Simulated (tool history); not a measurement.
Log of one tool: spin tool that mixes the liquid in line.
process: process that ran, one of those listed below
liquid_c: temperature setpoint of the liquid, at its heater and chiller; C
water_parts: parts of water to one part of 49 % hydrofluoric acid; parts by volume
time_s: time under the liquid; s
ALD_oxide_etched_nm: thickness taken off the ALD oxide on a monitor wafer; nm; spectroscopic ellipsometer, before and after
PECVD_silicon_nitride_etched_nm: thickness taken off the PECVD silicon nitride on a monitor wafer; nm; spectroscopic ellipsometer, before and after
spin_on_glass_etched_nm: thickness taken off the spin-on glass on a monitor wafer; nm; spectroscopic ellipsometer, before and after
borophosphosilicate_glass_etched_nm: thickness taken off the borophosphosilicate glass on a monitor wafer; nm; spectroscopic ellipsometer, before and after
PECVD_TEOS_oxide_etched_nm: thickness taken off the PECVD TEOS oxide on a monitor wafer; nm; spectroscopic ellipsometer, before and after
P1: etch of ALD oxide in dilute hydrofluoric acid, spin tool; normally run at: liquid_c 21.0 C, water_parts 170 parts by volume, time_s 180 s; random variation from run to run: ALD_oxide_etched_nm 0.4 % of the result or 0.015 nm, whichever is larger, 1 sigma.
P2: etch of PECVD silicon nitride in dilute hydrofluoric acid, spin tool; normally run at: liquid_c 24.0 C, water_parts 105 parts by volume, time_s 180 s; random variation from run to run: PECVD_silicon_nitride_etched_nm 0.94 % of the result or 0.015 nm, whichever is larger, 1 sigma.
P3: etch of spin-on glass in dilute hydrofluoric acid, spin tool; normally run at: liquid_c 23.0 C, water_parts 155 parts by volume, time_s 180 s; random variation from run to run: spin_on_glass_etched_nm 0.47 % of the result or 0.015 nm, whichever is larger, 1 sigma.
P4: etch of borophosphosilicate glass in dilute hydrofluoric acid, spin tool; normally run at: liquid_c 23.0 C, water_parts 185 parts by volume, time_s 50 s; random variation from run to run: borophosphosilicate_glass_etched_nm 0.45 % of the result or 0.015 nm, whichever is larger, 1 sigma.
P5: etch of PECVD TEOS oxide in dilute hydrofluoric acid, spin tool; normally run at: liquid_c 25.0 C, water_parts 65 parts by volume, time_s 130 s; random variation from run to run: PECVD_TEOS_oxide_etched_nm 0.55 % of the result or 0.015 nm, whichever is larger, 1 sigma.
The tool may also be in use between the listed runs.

run,hour,process,liquid_c,water_parts,time_s,hours since the thermometer was replaced,hours since the hydrofluoric acid flow meter was replaced,ALD_oxide_etched_nm,PECVD_silicon_nitride_etched_nm,spin_on_glass_etched_nm,borophosphosilicate_glass_etched_nm,PECVD_TEOS_oxide_etched_nm
1,3.9,P1,21.0,170,180,533.3,418.4,28.6770,,,,
2,7.9,P2,24.0,165,180,537.3,422.4,,1.8416,,,
3,12.1,P3,23.0,155,180,541.5,426.6,,,21.3690,,
4,18.3,P1,17.0,170,180,547.7,432.8,24.3770,,,,
5,22.4,P1,21.0,170,275,551.8,436.9,43.7700,,,,
6,27.6,P4,23.0,185,95,557.0,442.1,,,,16.0310,
7,33.6,P2,18.0,105,180,563.0,448.1,,1.9360,,,
8,39.9,P1,25.5,170,325,569.3,454.4,61.3850,,,,
9,43.6,P5,31.5,65,130,573.0,458.1,,,,,24.0000
10,49.6,P3,23.0,240,180,579.0,464.1,,,12.6090,,
11,54.2,P4,23.0,335,50,583.6,468.7,,,,4.0125,
12,57.7,P3,23.0,155,15,587.1,472.2,,,1.7922,,
13,63.8,P1,21.0,170,15,593.2,478.3,2.3525,,,,
# hour 66.2: thermometer replaced
14,69.0,P5,25.0,65,130,2.9,483.5,,,,,18.8130
15,73.9,P4,23.0,185,50,7.8,488.4,,,,8.4187,
16,79.1,P1,21.0,170,180,13.0,493.6,28.4530,,,,
17,82.7,P1,21.0,245,180,16.6,497.2,18.2400,,,,
18,85.8,P1,21.0,170,180,19.7,500.3,28.6610,,,,
19,88.7,P4,17.0,185,50,22.6,503.2,,,,6.6698,
20,92.6,P2,24.0,105,180,26.5,507.1,,2.9310,,,
21,98.2,P1,21.0,170,180,32.1,512.7,28.3420,,,,
22,103.5,P1,27.5,170,180,37.4,518.0,36.3130,,,,
23,109.8,P1,21.0,170,180,43.7,524.3,28.4980,,,,
24,116.1,P5,25.0,65,260,50.0,530.6,,,,,37.3580
25,122.4,P2,24.0,105,315,56.3,536.9,,5.0231,,,
26,127.4,P5,25.0,65,130,61.3,541.9,,,,,18.6970
27,132.3,P1,21.0,90,180,66.2,546.8,58.9880,,,,
28,137.8,P3,17.0,155,180,71.7,552.3,,,16.9300,,
29,141.9,P5,25.0,115,130,75.8,556.4,,,,,9.9295
30,147.6,P1,21.0,170,180,81.5,562.1,28.4610,,,,
31,152.6,P1,21.0,170,180,86.5,567.1,29.1640,,,,
32,155.6,P1,21.0,170,180,89.5,570.1,29.4330,,,,
33,158.5,P1,21.0,170,180,92.4,573.0,29.5720,,,,
34,162.4,P1,21.0,170,180,96.3,576.9,29.6270,,,,
35,165.3,P1,21.0,170,180,99.2,579.8,30.0130,,,,
36,170.0,P1,21.0,170,180,103.9,584.5,29.7610,,,,
37,173.0,P1,21.0,170,180,106.9,587.5,29.8050,,,,
38,178.9,P1,21.0,170,180,112.8,593.4,29.8140,,,,
39,183.3,P1,21.0,170,180,117.2,597.8,30.1180,,,,
40,189.6,P1,21.0,170,180,123.5,604.1,30.2160,,,,

What P1 gives has crept away from where it was. These 2 causes fit the log equally well, each at the size given:
A: liquid hotter than its thermometer reads (K) = 1.42
B: hydrofluoric acid flow above the setpoint (%) = 4.75
The creep began at about hour 147.6.

4 check runs are offered, each on 3 wafers whose results are averaged, their results left as question marks. Which one tells the causes apart?
check 1,195.9,P3,18.5,155,15,,,,,?,,
check 2,195.9,P4,23.0,250,65,,,,,,?,
check 3,195.9,P5,30.0,65,250,,,,,,,?
check 4,195.9,P2,21.0,105,265,,,,?,,,

What each check would give under each cause:
check,result,if A,if B
check 1,spin_on_glass_etched_nm,1.5864,1.5811
check 2,borophosphosilicate_glass_etched_nm,7.9878,8.0422
check 3,PECVD_TEOS_oxide_etched_nm,46.1940,46.0220
check 4,PECVD_silicon_nitride_etched_nm,3.8424,3.6560
How far apart the two closest causes lie, in the result that separates them most: check 1 0.33 %; check 2 0.68 %; check 3 0.37 %; check 4 4.97 %
Check 4 tells the causes apart: in the others they would give nearly the same result.

Check 4 was then run and gave: PECVD_silicon_nitride_etched_nm 3.6743 nm. Which cause is it?

It is B: hydrofluoric acid flow above the setpoint (%).
